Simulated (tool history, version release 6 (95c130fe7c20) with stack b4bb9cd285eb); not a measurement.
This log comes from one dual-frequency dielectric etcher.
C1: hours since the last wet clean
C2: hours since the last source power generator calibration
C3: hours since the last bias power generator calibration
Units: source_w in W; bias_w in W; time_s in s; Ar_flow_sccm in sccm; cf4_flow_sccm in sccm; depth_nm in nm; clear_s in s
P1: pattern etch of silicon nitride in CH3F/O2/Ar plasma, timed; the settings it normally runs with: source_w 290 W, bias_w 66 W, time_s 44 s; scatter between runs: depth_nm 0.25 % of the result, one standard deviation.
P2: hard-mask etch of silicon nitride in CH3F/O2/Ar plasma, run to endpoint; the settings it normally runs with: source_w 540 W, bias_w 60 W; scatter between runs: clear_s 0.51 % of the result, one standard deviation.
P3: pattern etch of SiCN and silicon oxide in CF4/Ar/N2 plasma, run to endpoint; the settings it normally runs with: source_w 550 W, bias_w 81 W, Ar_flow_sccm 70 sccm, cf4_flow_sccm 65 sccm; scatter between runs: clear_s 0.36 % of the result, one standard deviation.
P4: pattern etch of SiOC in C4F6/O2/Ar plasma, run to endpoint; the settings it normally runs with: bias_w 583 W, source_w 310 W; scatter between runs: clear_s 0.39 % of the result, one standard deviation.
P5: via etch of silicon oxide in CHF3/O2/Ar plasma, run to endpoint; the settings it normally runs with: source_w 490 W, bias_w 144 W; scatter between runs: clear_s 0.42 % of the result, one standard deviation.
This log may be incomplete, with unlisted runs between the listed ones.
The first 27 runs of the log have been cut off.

{"run": 28, "hour": 212.2, "process": "P1", "source_w": 290, "bias_w": 66, "time_s": 54, "C1": 471.7, "C2": 1547.3, "C3": 87.3, "depth_nm": 33.207}
{"run": 29, "hour": 218.2, "process": "P3", "source_w": 550, "bias_w": 81, "Ar_flow_sccm": 46, "cf4_flow_sccm": 65, "C1": 477.7, "C2": 1553.3, "C3": 93.3, "clear_s": 13.872}
{"run": 30, "hour": 224.5, "process": "P4", "source_w": 310, "bias_w": 583, "C1": 484, "C2": 1559.6, "C3": 99.6, "clear_s": 16.605}
{"run": 31, "hour": 234.1, "process": "P1", "source_w": 290, "bias_w": 44, "time_s": 27, "C1": 493.6, "C2": 1569.2, "C3": 109.2, "depth_nm": 14.472}
{"run": 32, "hour": 239.4, "process": "P3", "source_w": 550, "bias_w": 81, "Ar_flow_sccm": 70, "cf4_flow_sccm": 65, "C1": 498.9, "C2": 1574.5, "C3": 114.5, "clear_s": 14.526}
{"run": 33, "hour": 247.3, "process": "P1", "source_w": 290, "bias_w": 66, "time_s": 44, "C1": 506.8, "C2": 1582.4, "C3": 122.4, "depth_nm": 27.066}
{"run": 34, "hour": 255.4, "process": "P1", "source_w": 290, "bias_w": 66, "time_s": 44, "C1": 514.9, "C2": 1590.5, "C3": 130.5, "depth_nm": 27.081}
{"run": 35, "hour": 260.7, "process": "P1", "source_w": 290, "bias_w": 66, "time_s": 44, "C1": 520.2, "C2": 1595.8, "C3": 135.8, "depth_nm": 27.097}

For run 36, what comes out?
{"run": 36, "hour": 270.3, "process": "P1", "source_w": 290, "bias_w": 66, "time_s": 44, "C1": 529.8, "C2": 1605.4, "C3": 145.4, "depth_nm": "?"}

{"run 36": {"depth_nm": 27.313}}

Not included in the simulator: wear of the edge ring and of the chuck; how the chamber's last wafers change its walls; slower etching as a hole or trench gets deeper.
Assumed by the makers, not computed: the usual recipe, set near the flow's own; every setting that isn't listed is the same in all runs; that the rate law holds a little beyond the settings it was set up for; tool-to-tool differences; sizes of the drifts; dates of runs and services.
